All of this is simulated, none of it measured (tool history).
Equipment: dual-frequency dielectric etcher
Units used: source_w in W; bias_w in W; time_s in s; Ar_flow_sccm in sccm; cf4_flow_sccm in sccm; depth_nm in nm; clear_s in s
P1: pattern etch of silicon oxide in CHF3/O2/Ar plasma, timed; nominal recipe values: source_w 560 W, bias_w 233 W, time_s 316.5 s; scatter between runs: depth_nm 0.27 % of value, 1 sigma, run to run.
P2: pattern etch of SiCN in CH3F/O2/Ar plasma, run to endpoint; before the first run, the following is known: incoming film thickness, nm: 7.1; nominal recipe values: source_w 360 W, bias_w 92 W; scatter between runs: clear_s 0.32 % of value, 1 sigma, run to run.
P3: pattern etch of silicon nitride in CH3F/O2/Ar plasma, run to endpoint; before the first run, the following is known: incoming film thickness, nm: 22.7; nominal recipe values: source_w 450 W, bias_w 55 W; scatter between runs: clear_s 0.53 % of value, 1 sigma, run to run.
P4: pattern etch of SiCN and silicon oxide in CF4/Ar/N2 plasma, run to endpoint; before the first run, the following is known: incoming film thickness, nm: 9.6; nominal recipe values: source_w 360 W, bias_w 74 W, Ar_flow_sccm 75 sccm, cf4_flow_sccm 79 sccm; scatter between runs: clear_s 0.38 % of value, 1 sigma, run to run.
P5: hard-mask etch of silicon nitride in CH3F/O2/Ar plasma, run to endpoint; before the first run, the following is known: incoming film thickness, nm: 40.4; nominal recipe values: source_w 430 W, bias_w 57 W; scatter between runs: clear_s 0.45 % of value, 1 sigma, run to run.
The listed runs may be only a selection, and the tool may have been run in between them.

run   hour  process  source_w  bias_w  time_s  Ar_flow_sccm  cf4_flow_sccm  hours since the last wet clean  hours since the last source power generator calibration  hours since the last bias power generator calibration  depth_nm  clear_s
  1   12.5       P1       560     233   316.5                                                        180.8                                                   1682.6                                                 1185.4    671.02
  2   21.1       P5       430      57                                                                189.4                                                   1691.2                                                   1194             59.974
  3   36.6       P3       580      55                                                                204.9                                                   1706.7                                                 1209.5             31.363
  4   49.1       P1       560     320   316.5                                                        217.4                                                   1719.2                                                   1222    753.73
  5   61.9       P1       560     233   389.5                                                        230.2                                                     1732                                                 1234.8    828.88
  6   75.8       P5       590      57                                                                244.1                                                   1745.9                                                 1248.7             52.498
  7   93.3       P4       360      74                    45             79                           261.6                                                   1763.4                                                 1266.2             12.031
  8    104       P4       360      74                    75             79                           272.3                                                   1774.1                                                 1276.9             12.815
  9    121       P4       360      74                    75             79                           289.3                                                   1791.1                                                 1293.9              12.82
 10  138.5       P1       730     161   316.5                                                        306.8                                                   1808.6                                                 1311.4    656.12
 11  150.9       P1       560     233   316.5                                                        319.2                                                     1821                                                 1323.8    671.71
 12  160.2       P1       380     233     194                                                        328.5                                                   1830.3                                                 1333.1    355.83
 13  177.9       P4       360      74                    75             56                           346.2                                                     1848                                                 1350.8             13.389
 14  192.8       P1       560     233   316.5                                                        361.1                                                   1862.9                                                 1365.7    669.56
 15  200.8       P4       430      74                    75             79                           369.1                                                   1870.9                                                 1373.7             10.955
 16  215.9       P3       450      71                                                                384.2                                                     1886                                                 1388.8             32.205
 17  227.5       P4       360      44                    75             79                           395.8                                                   1897.6                                                 1400.4             15.076
 18    239       P2       360      92                                                                407.3                                                   1909.1                                                 1411.9             17.637
 19  248.2       P2       360      73                                                                416.5                                                   1918.3                                                 1421.1             19.159
 20  264.5       P1       560     233   316.5                                                        432.8                                                   1934.6                                                 1437.4    673.14
 21  272.9       P1       560     233     174                                                        441.2                                                     1943                                                 1445.8    368.62
 22  281.2       P1       560     191   316.5                                                        449.5                                                   1951.3                                                 1454.1    626.04
 23  298.1       P2       360      92                                                                466.4                                                   1968.2                                                   1471             17.674
 24  313.6       P1       560     233   316.5                                                        481.9                                                   1983.7                                                 1486.5    670.38
 25  328.9       P2       220      92                                                                497.2                                                     1999                                                 1501.8             21.193
 26  339.2       P3       450      55                                                                507.5                                                   2009.3                                                 1512.1             34.806
 27  356.5       P5       430      35                                                                524.8                                                   2026.6                                                 1529.4             68.879
 28  368.9       P5       430      57                                                                537.2                                                     2039                                                 1541.8             59.822
 29  385.4       P1       710     233   316.5                                                        553.7                                                   2055.5                                                 1558.3    734.17
 30  396.1       P1       400     233   316.5                                                        564.4                                                   2066.2                                                   1569    589.79
 31  409.8       P1       560     233   316.5                                                        578.1                                                   2079.9                                                 1582.7     674.8
 32  419.2       P1       560     233   316.5                                                        587.5                                                   2089.3                                                 1592.1    666.06
 33  432.1       P1       560     233   316.5                                                        600.4                                                   2102.2                                                   1605    663.38
 34  442.6       P1       560     233   316.5                                                        610.9                                                   2112.7                                                 1615.5    658.46
     447.7  -- wet clean of the chamber
 35  459.8       P1       560     233   316.5                                                         12.1                                                   2129.9                                                 1632.7    658.42
 36  475.2       P1       560     233   316.5                                                         27.5                                                   2145.3                                                 1648.1    662.42
 37  489.4       P1       560     233   316.5                                                         41.7                                                   2159.5                                                 1662.3    662.16

P1 no longer gives what it gave before; its output has crept away from where it was. The following 2 causes, each at its listed size, fit the log equally well:
A: bias power that arrives under what is set, % = 4.68
B: source power that arrives under what is set, % = 4.4
Creep in the process output first set in at about hour 409.8.
Excluded causes, each with its reason:
chamber walls in a state that lowers the etch rate, %: work on it at hour 447.7, done after the drift set in, did not restore what the process gave before

Which of the 4 check runs listed below, each an average over 2 wafers with its results shown as question marks, gives clearly different results under the different listed causes?
check 1  503.6       P4       360      74                    52             59                                                                                                                                                                  ?
check 2  503.6       P2       270      76                                                                                                                                                                                                       ?
check 3  503.6       P3       560      71                                                                                                                                                                                                       ?
check 4  503.6       P5       500      57                                                                                                                                                                                                       ?

How each check would come out, cause by cause:
  check   result    if A    if B
check 1  clear_s  12.869  13.188
check 2  clear_s   21.42  21.403
check 3  clear_s  29.833  29.874
check 4  clear_s  57.043  57.176
Per-check spread between the two closest causes, in the result where they differ most: check 1 2.45 %; check 2 0.08 %; check 3 0.14 %; check 4 0.23 %
Check 1 tells the causes apart: in the others they would give nearly the same result.

With check 1 done, the readings were: clear_s 12.878 s. Identify which of the listed causes applies.

It is A: bias power that arrives under what is set, %.
